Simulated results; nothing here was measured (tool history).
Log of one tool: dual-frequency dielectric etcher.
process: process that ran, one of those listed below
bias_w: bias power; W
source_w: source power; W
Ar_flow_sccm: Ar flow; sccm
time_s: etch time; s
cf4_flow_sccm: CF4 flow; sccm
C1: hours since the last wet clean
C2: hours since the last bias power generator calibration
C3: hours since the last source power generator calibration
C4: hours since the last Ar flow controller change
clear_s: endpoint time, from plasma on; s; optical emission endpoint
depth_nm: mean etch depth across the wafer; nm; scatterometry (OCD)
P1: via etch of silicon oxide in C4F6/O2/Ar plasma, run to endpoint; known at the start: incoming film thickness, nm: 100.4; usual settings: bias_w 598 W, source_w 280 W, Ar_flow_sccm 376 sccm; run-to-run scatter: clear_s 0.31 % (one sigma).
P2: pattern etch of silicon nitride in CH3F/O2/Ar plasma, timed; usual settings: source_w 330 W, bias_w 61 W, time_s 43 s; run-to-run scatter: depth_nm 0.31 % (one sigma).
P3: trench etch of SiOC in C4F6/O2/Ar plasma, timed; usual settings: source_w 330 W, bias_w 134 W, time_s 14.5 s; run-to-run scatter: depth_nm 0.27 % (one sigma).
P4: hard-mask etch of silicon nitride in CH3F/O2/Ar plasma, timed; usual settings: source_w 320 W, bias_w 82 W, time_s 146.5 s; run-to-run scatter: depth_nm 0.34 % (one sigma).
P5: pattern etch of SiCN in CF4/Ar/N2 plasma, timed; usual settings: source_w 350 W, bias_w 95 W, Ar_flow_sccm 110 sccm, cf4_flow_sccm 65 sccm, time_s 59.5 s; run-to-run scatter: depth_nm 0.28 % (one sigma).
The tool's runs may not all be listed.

run 1 day=0.521 | process=P1 bias_w=598 source_w=280 Ar_flow_sccm=376 | C1=244.4 C2=1173.6 C3=3772.8 C4=1190.4 | clear_s=23.686
run 2 day=1.1 | process=P1 bias_w=348 source_w=280 Ar_flow_sccm=376 | C1=258.3 C2=1187.5 C3=3786.7 C4=1204.3 | clear_s=28.957
run 3 day=1.817 | process=P1 bias_w=598 source_w=280 Ar_flow_sccm=253 | C1=275.5 C2=1204.7 C3=3803.9 C4=1221.5 | clear_s=22.685
run 4 day=2.383 | process=P1 bias_w=598 source_w=280 Ar_flow_sccm=376 | C1=289.1 C2=1218.3 C3=3817.5 C4=1235.1 | clear_s=23.557
-- day=2.879 wet clean of the chamber
run 5 day=2.967 | process=P1 bias_w=598 source_w=280 Ar_flow_sccm=376 | C1=2.1 C2=1232.3 C3=3831.5 C4=1249.1 | clear_s=23.534
run 6 day=3.725 | process=P1 bias_w=598 source_w=180 Ar_flow_sccm=376 | C1=20.3 C2=1250.5 C3=3849.7 C4=1267.3 | clear_s=27.653
run 7 day=4.471 | process=P4 bias_w=82 source_w=320 time_s=110.5 | C1=38.2 C2=1268.4 C3=3867.6 C4=1285.2 | depth_nm=73.289
run 8 day=4.862 | process=P5 bias_w=95 source_w=350 Ar_flow_sccm=110 time_s=59.5 cf4_flow_sccm=65 | C1=47.6 C2=1277.8 C3=3877 C4=1294.6 | depth_nm=46.346
run 9 day=5.379 | process=P5 bias_w=127 source_w=350 Ar_flow_sccm=110 time_s=59.5 cf4_flow_sccm=65 | C1=60 C2=1290.2 C3=3889.4 C4=1307 | depth_nm=51.628
run 10 day=5.846 | process=P2 bias_w=37 source_w=330 time_s=43 | C1=71.2 C2=1301.4 C3=3900.6 C4=1318.2 | depth_nm=22.65
run 11 day=6.646 | process=P3 bias_w=134 source_w=330 time_s=14.5 | C1=90.4 C2=1320.6 C3=3919.8 C4=1337.4 | depth_nm=26.349
run 12 day=7.133 | process=P1 bias_w=498 source_w=280 Ar_flow_sccm=441 | C1=102.1 C2=1332.3 C3=3931.5 C4=1349.1 | clear_s=25.744
run 13 day=7.608 | process=P3 bias_w=134 source_w=330 time_s=14.5 | C1=113.5 C2=1343.7 C3=3942.9 C4=1360.5 | depth_nm=26.256
run 14 day=8.125 | process=P2 bias_w=61 source_w=330 time_s=53 | C1=125.9 C2=1356.1 C3=3955.3 C4=1372.9 | depth_nm=32.869
run 15 day=8.567 | process=P1 bias_w=598 source_w=370 Ar_flow_sccm=376 | C1=136.5 C2=1366.7 C3=3965.9 C4=1383.5 | clear_s=21.254
run 16 day=9.221 | process=P5 bias_w=95 source_w=350 Ar_flow_sccm=110 time_s=59.5 cf4_flow_sccm=65 | C1=152.2 C2=1382.4 C3=3981.6 C4=1399.2 | depth_nm=46.37
run 17 day=9.95 | process=P1 bias_w=598 source_w=280 Ar_flow_sccm=482 | C1=169.7 C2=1399.9 C3=3999.1 C4=1416.7 | clear_s=24.354
run 18 day=10.562 | process=P2 bias_w=61 source_w=330 time_s=43 | C1=184.4 C2=1414.6 C3=4013.8 C4=1431.4 | depth_nm=26.621
run 19 day=11.15 | process=P3 bias_w=183 source_w=330 time_s=14.5 | C1=198.5 C2=1428.7 C3=4027.9 C4=1445.5 | depth_nm=28.977
run 20 day=11.725 | process=P5 bias_w=95 source_w=350 Ar_flow_sccm=88 time_s=59.5 cf4_flow_sccm=65 | C1=212.3 C2=1442.5 C3=4041.7 C4=1459.3 | depth_nm=48.017
run 21 day=12.171 | process=P1 bias_w=747 source_w=280 Ar_flow_sccm=376 | C1=223 C2=1453.2 C3=4052.4 C4=1470 | clear_s=21.569
run 22 day=12.746 | process=P4 bias_w=82 source_w=320 time_s=146.5 | C1=236.8 C2=1467 C3=4066.2 C4=1483.8 | depth_nm=96.818
run 23 day=13.162 | process=P2 bias_w=61 source_w=450 time_s=43 | C1=246.8 C2=1477 C3=4076.2 C4=1493.8 | depth_nm=30.006
run 24 day=13.571 | process=P5 bias_w=95 source_w=350 Ar_flow_sccm=110 time_s=59.5 cf4_flow_sccm=51 | C1=256.6 C2=1486.8 C3=4086 C4=1503.6 | depth_nm=45.089
run 25 day=14.167 | process=P5 bias_w=95 source_w=350 Ar_flow_sccm=110 time_s=38 cf4_flow_sccm=65 | C1=270.9 C2=1501.1 C3=4100.3 C4=1517.9 | depth_nm=29.732
run 26 day=14.612 | process=P5 bias_w=95 source_w=480 Ar_flow_sccm=110 time_s=59.5 cf4_flow_sccm=65 | C1=281.6 C2=1511.8 C3=4111 C4=1528.6 | depth_nm=61.011
run 27 day=15.288 | process=P3 bias_w=134 source_w=330 time_s=9 | C1=297.8 C2=1528 C3=4127.2 C4=1544.8 | depth_nm=16.29
-- day=15.412 source power generator calibrated
run 28 day=16.054 | process=P1 bias_w=598 source_w=280 Ar_flow_sccm=376 | C1=316.2 C2=1546.4 C3=15.5 C4=1563.2 | clear_s=23.708
run 29 day=16.767 | process=P1 bias_w=380 source_w=330 Ar_flow_sccm=376 | C1=333.3 C2=1563.5 C3=32.6 C4=1580.3 | clear_s=26.433
run 30 day=17.35 | process=P4 bias_w=111 source_w=320 time_s=146.5 | C1=347.3 C2=1577.5 C3=46.6 C4=1594.3 | depth_nm=108.22
run 31 day=18.088 | process=P3 bias_w=134 source_w=400 time_s=14.5 | C1=365 C2=1595.2 C3=64.3 C4=1612 | depth_nm=28.418
run 32 day=18.592 | process=P4 bias_w=82 source_w=320 time_s=146.5 | C1=377.1 C2=1607.3 C3=76.4 C4=1624.1 | depth_nm=96.373
run 33 day=19.362 | process=P4 bias_w=82 source_w=430 time_s=146.5 | C1=395.6 C2=1625.8 C3=94.9 C4=1642.6 | depth_nm=108.29
run 34 day=19.846 | process=P1 bias_w=598 source_w=280 Ar_flow_sccm=376 | C1=407.2 C2=1637.4 C3=106.5 C4=1654.2 | clear_s=23.526
run 35 day=20.588 | process=P1 bias_w=598 source_w=280 Ar_flow_sccm=376 | C1=425 C2=1655.2 C3=124.3 C4=1672 | clear_s=23.472
run 36 day=21.308 | process=P1 bias_w=598 source_w=280 Ar_flow_sccm=376 | C1=442.3 C2=1672.5 C3=141.6 C4=1689.3 | clear_s=23.418
run 37 day=22.092 | process=P1 bias_w=598 source_w=280 Ar_flow_sccm=376 | C1=461.1 C2=1691.3 C3=160.4 C4=1708.1 | clear_s=23.326
run 38 day=22.579 | process=P1 bias_w=598 source_w=280 Ar_flow_sccm=376 | C1=472.8 C2=1703 C3=172.1 C4=1719.8 | clear_s=23.38
-- day=22.788 Ar flow controller replaced
run 39 day=22.975 | process=P1 bias_w=598 source_w=280 Ar_flow_sccm=376 | C1=482.3 C2=1712.5 C3=181.6 C4=4.6 | clear_s=23.246
-- day=23.133 wet clean of the chamber
run 40 day=23.692 | process=P1 bias_w=598 source_w=280 Ar_flow_sccm=376 | C1=13.5 C2=1729.7 C3=198.8 C4=21.8 | clear_s=23.293
run 41 day=24.238 | process=P1 bias_w=598 source_w=280 Ar_flow_sccm=376 | C1=26.6 C2=1742.8 C3=211.9 C4=34.9 | clear_s=23.304
run 42 day=24.629 | process=P1 bias_w=598 source_w=280 Ar_flow_sccm=376 | C1=36 C2=1752.2 C3=221.3 C4=44.3 | clear_s=23.227

What P1 gives has crept away from where it was. These 2 causes fit the log equally well, each at the size given:
A: bias power that arrives over what is set, % = 3.99
B: source power that arrives over what is set, % = 4.28
The creep began at about day 19.846.
Why every other cause is out:
chamber walls in a state that raises the etch rate, %: serviced at day 23.133, which brought nothing back
Ar flow that arrives under what is set, %: serviced at day 22.788, which brought nothing back

4 check runs are offered, one wafer each, their results left as question marks. Which one tells the causes apart?
run check 1 day=25.021 | process=P4 bias_w=82 source_w=320 time_s=146.5 | depth_nm=?
run check 2 day=25.021 | process=P5 bias_w=95 source_w=350 Ar_flow_sccm=110 time_s=59.5 cf4_flow_sccm=65 | depth_nm=?
run check 3 day=25.021 | process=P2 bias_w=61 source_w=330 time_s=43 | depth_nm=?
run check 4 day=25.021 | process=P3 bias_w=134 source_w=330 time_s=14.5 | depth_nm=?

What each check would give under each cause:
check=check_1 result=depth_nm if_A=98.173 if_B=98.331
check=check_2 result=depth_nm if_A=47.166 if_B=48.189
check=check_3 result=depth_nm if_A=26.942 if_B=27.019
check=check_4 result=depth_nm if_A=26.523 if_B=26.649
How far apart the two closest causes lie, in the result that separates them most: check 1 0.16 %; check 2 2.15 %; check 3 0.28 %; check 4 0.47 %
Only check 2 tells the causes apart: in the others they would give nearly the same result.

Then check 2 was run and gave: depth_nm 48.22 nm. Which cause is it?

It is B: source power that arrives over what is set, %.

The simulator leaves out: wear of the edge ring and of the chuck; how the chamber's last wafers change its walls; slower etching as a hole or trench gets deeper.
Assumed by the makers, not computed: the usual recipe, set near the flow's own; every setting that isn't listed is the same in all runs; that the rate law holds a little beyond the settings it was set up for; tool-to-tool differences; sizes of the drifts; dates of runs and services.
